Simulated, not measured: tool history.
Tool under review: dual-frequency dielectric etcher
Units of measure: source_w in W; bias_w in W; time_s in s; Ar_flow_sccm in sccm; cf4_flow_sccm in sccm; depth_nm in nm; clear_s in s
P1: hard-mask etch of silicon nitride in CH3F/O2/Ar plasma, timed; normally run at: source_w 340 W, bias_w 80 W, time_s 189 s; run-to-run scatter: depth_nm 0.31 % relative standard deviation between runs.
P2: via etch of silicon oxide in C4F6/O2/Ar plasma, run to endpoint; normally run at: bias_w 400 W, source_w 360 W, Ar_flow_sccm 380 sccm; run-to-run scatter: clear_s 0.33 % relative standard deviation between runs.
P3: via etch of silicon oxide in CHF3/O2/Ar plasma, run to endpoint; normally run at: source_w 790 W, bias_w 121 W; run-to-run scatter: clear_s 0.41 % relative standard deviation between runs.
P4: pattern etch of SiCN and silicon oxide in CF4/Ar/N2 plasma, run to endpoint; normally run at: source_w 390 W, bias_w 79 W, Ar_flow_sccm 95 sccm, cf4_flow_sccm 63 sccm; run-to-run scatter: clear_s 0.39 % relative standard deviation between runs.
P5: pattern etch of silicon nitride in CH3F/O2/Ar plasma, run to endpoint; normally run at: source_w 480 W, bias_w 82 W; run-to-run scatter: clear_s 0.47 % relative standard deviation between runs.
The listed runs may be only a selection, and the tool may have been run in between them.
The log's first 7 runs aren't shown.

run   hour  process  source_w  bias_w  time_s  Ar_flow_sccm  cf4_flow_sccm  depth_nm  clear_s
  8   64.4       P2       360     400                   380                            51.196
  9   76.3       P3       790     121                                                 313.730
 10   85.7       P4       390      79                    95             81             20.545
 11   91.5       P1       340      80     189                                127.700
 12   97.8       P1       340      80     107                                 72.075
 13  104.2       P2       360     513                   380                            46.956
 14  109.5       P2       360     400                   260                            49.128
 15  119.1       P3      1120     121                                                 273.170
 16  128.7       P1       340      80     189                                128.770
 17  140.5       P1       340      62     189                                117.110
 18  152.2       P1       340      80     189                                128.120
 19  163.0       P1       460      80     189                                143.230
 20  169.9       P3       790      80                                                 353.840

Run 21, settings as shown, results not yet in. Your forecast:
 21  178.2       P1       340     106     131                                      ?

{"run 21": {"depth_nm": 98.292}}
